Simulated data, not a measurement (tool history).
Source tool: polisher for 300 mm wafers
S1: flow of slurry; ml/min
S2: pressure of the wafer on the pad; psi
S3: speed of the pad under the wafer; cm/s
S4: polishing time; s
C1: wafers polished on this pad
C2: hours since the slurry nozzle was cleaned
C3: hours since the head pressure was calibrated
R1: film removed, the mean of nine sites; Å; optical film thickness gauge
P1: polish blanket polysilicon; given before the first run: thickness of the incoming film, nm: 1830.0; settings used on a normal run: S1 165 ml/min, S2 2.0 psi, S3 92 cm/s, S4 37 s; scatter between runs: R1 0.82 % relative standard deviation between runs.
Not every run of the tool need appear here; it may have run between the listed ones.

run	hour	S1	S2	S3	S4	C1	C2	C3	R1
1	11.5	165	2.0	92	37	308	163.8	52.8	2021.50
2	21.5	165	0.9	92	37	418	173.8	62.8	881.95
3	27.8	260	2.0	92	37	488	180.1	69.1	2123.30
4	37.6	235	2.0	92	47	596	189.9	78.9	2658.10
5	44.4	165	2.0	120	37	670	196.7	85.7	2616.60
6	50.3	165	2.0	92	25	735	202.6	91.6	1352.70
7	57.5	165	2.0	92	37	815	209.8	98.8	1996.60
8	67.4	165	2.0	92	37	924	219.7	108.7	1988.60
9	75.9	165	2.0	92	37	1017	228.2	117.2	1979.60
10	83.9	165	2.0	92	57	1105	236.2	125.2	3096.00
11	92.3	165	2.0	92	37	1198	244.6	133.6	1994.00
12	99.6	100	2.0	92	37	1278	251.9	140.9	1825.20
13	107.7	165	3.0	92	37	1367	260.0	149.0	2997.90
14	116.3	165	2.0	92	37	1462	268.6	157.6	1971.40
15	127.0	165	2.0	46	37	1580	279.3	168.3	984.60
16	137.3	165	2.0	92	37	1693	289.6	178.6	2008.30
17	143.5	165	2.0	92	37	1762	295.8	184.8	1966.20
18	156.2	165	2.0	92	37	1901	308.5	197.5	1930.00
19	164.8	165	2.0	92	37	1996	317.1	206.1	1903.90
20	173.2	165	2.0	92	37	2089	325.5	214.5	1894.20
21	182.5	165	2.0	92	37	2191	334.8	223.8	1916.80
# hour 188.6: head pressure recalibrated
22	193.0	165	2.0	92	37	2307	345.3	4.4	1857.90
23	199.4	165	2.0	92	37	2377	351.7	10.8	1878.10
24	210.6	165	2.0	92	37	2500	362.9	22.0	1890.20
25	219.0	165	2.0	92	37	2593	371.3	30.4	1895.00
26	230.5	165	2.0	92	37	2720	382.8	41.9	1891.50

P1 no longer gives what it gave before; its output has crept away from where it was. The following 2 causes, each at its listed size, fit the log equally well:
A: removal rate lost through wear of the pad, % = 5.83
B: slurry flow missing at the pad, % = 27.8
The onset of the drift is placed at about hour 137.3.
Why every other cause is out:
head's pressure below its setpoint, %: maintenance at hour 188.6, after the shift began, did not return the process to its former output

Below are 4 check runs, each averaged over 3 wafers, with their results shown as question marks. Which of them would give clearly different results depending on which cause is behind the drift?
check 1	242.0	165	1.3	92	47				?
check 2	242.0	165	2.9	92	37				?
check 3	242.0	100	2.0	118	37				?
check 4	242.0	165	0.9	66	37				?

How each check would come out, cause by cause:
check	result	if A	if B
check 1	R1	1552.70	1552.60
check 2	R1	2726.80	2726.60
check 3	R1	2181.20	2108.70
check 4	R1	607.09	607.05
Distance between the nearest two causes, measured in the result of the check that separates them most: check 1 0.01 %; check 2 0.01 %; check 3 3.38 %; check 4 0.01 %
Check 3 tells the causes apart: in the others they would give nearly the same result.

After running check 3, the following was obtained: R1 2187.30 Å. Which cause does this point to?

A is the cause: removal rate lost through wear of the pad, %.
